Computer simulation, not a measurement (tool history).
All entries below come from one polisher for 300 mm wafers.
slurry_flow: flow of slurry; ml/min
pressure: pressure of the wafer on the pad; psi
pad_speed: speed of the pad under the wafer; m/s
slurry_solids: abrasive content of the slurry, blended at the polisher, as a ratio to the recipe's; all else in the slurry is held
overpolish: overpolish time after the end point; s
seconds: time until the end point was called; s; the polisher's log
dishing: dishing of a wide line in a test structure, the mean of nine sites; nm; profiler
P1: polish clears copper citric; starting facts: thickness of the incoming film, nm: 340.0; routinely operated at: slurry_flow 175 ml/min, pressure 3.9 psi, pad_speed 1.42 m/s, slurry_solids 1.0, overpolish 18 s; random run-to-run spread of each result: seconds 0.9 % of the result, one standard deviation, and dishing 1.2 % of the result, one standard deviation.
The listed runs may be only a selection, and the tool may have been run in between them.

run   hour  slurry_flow  pressure  pad_speed  slurry_solids  overpolish  seconds  dishing
  1   10.7          175       3.9       1.42            1.0          18   82.779   47.213
  2   20.3          175       3.9       1.42            1.0          18   82.037   47.314
  3   31.4          175       5.1       1.42            1.0          18   63.688   57.338
  4   49.2          175       3.9       1.42            1.0          18   83.443   47.285
  5   61.4          175       5.7       1.42            1.0          35   56.332   87.815
  6   71.7          175       3.9       1.42            0.5          18   93.961   42.196
  7   90.0          175       3.9       2.00            1.0          18   58.689   58.886
  8  107.1          175       3.9       1.42            1.5          18   74.364   48.981
  9  115.4          265       3.9       1.42            1.0          18   78.139   47.980
 10  131.2          105       3.9       1.42            1.0          18   91.315   43.678
 11  141.7          175       3.9       0.94            1.0          18  125.430   34.069
 12  151.1          175       3.9       1.90            1.4          18   56.692   59.452
 13  162.3          175       3.9       1.42            1.0          27   81.883   61.310
 14  178.0          175       3.9       1.42            1.0          18   83.193   47.025
 15  190.4          175       5.8       2.18            1.0          18   35.905   78.345
     192.5  -- head pressure recalibrated
 16  206.9          175       1.8       1.42            1.0          18  173.400   25.177
 17  217.3          175       3.9       1.42            1.0          18   82.576   47.110
 18  227.9          175       3.9       1.42            1.0           5   82.125   15.862
 19  241.2          175       3.9       1.42            1.0          18   82.038   47.027
 20  254.2          175       3.9       1.42            1.0          18   86.018   44.886
 21  262.7          175       3.9       1.42            1.0          18   87.856   44.444
 22  270.9          175       3.9       1.42            1.0          18   88.521   44.333
     279.5  -- slurry blender recalibrated
 23  281.9          175       3.9       1.42            1.0          18   89.261   44.124
     284.5  -- head pressure recalibrated
 24  292.4          175       3.9       1.42            1.0          18   89.231   43.895
 25  301.8          175       3.9       1.42            1.0          18   90.046   43.828

What P1 gives has crept off from where it sat before. The 2 causes that follow fit the log equally well, each at the size noted:
A: removal rate lost through wear of the pad, % = 8.08
B: slurry flow missing at the pad, % = 36.5
Onset of the creep was near hour 241.2.
Excluded causes, each with its reason:
head's pressure below its setpoint, %: serviced at hour 284.5, which brought nothing back
abrasive missing from the slurry, %: serviced at hour 279.5, which brought nothing back

Each of the check runs listed below is run on 2 wafers and reports their average, with the results left as question marks. Pick the one under which the possible causes would lead to clearly different results.
check 1  311.2          105       1.9       1.42           1.00          18        ?        ?
check 2  311.2          175       3.1       1.42           1.00           6        ?        ?
check 3  311.2          175       3.1       1.94           1.00          18        ?        ?
check 4  311.2          175       1.9       1.42           1.45          18        ?        ?

What each check would give under each cause:
  check   result     if A     if B
check 1  seconds  199.270  209.130
check 1  dishing   22.280   21.369
check 2  seconds  111.950  111.950
check 2  dishing   14.130   14.129
check 3  seconds   82.307   82.310
check 3  dishing   46.223   46.222
check 4  seconds  166.640  166.650
check 4  dishing   25.933   25.933
Per check, the gap between the least separated pair of causes, taken in the result that splits them most: check 1 4.83 %; check 2 0 %; check 3 0 %; check 4 0 %
The causes can be told apart only by check 1. The other checks would give nearly the same results under each of them.

Then check 1 was run and gave: seconds 209.100 s; dishing 21.504 nm. Which cause is it?

The correct cause is B, namely: slurry flow missing at the pad, %.
